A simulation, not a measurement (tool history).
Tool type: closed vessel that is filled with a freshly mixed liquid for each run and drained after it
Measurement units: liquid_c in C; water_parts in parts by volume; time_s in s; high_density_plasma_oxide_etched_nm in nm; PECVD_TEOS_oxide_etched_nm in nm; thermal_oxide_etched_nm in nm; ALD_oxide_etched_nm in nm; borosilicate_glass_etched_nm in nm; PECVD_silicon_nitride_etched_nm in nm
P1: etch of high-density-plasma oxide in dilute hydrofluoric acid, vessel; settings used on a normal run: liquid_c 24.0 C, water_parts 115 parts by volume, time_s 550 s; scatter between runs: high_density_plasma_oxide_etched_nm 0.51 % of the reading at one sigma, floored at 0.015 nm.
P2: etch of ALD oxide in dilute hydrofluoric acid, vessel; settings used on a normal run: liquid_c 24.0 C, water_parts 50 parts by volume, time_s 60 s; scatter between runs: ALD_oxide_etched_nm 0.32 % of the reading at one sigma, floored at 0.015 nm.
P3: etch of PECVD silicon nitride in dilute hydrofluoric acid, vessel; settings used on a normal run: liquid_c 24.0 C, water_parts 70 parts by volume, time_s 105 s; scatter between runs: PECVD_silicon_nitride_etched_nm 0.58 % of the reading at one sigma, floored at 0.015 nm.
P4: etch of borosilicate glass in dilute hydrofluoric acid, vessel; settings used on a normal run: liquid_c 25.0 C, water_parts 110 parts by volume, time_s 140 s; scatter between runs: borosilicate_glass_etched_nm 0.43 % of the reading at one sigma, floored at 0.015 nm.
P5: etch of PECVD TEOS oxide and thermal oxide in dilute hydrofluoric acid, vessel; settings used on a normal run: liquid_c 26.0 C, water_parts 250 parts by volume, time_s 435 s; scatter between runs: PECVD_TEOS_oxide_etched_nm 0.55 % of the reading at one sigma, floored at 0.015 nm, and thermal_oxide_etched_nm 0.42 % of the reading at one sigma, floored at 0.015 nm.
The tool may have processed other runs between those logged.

run,hour,process,liquid_c,water_parts,time_s,hours since the thermometer was replaced,hours since the hydrofluoric acid flow meter was replaced,high_density_plasma_oxide_etched_nm,PECVD_TEOS_oxide_etched_nm,thermal_oxide_etched_nm,ALD_oxide_etched_nm,borosilicate_glass_etched_nm,PECVD_silicon_nitride_etched_nm
1,5.2,P1,24.0,115,550,274.6,258.8,23.8580,,,,,
2,10.8,P5,30.0,250,435,280.2,264.4,,35.479,9.1406,,,
3,16.4,P2,24.0,50,60,285.8,270.0,,,,36.052,,
4,23.6,P5,26.0,250,700,293.0,277.2,,50.216,12.8210,,,
5,29.9,P1,24.0,115,550,299.3,283.5,24.1230,,,,,
6,38.3,P4,17.0,110,140,307.7,291.9,,,,,24.903,
7,46.6,P1,24.0,115,550,316.0,300.2,23.9610,,,,,
8,51.1,P1,24.0,115,550,320.5,304.7,24.0710,,,,,
9,55.4,P1,24.0,205,915,324.8,309.0,20.1390,,,,,
10,65.0,P4,25.0,165,140,334.4,318.6,,,,,21.573,
11,71.7,P2,30.0,50,60,341.1,325.3,,,,45.638,,
12,77.6,P1,24.0,175,550,347.0,331.2,14.5560,,,,,
13,85.1,P1,24.0,115,30,354.5,338.7,1.2986,,,,,
14,91.0,P1,24.0,115,1000,360.4,344.6,43.3800,,,,,
15,97.5,P1,30.5,115,550,366.9,351.1,30.9060,,,,,
16,101.8,P2,24.0,20,60,371.2,355.4,,,,93.265,,
17,106.5,P1,24.0,115,550,375.9,360.1,24.0080,,,,,
18,114.6,P1,24.0,35,550,384.0,368.2,86.7310,,,,,
19,122.7,P3,24.0,125,105,392.1,376.3,,,,,,2.2601
20,131.0,P1,19.5,115,550,400.4,384.6,19.8030,,,,,

For run 21, what comes out?
21,140.7,P3,17.0,70,105,410.1,394.3,,,,,,?

{"run 21": {"PECVD_silicon_nitride_etched_nm": 2.4975}}
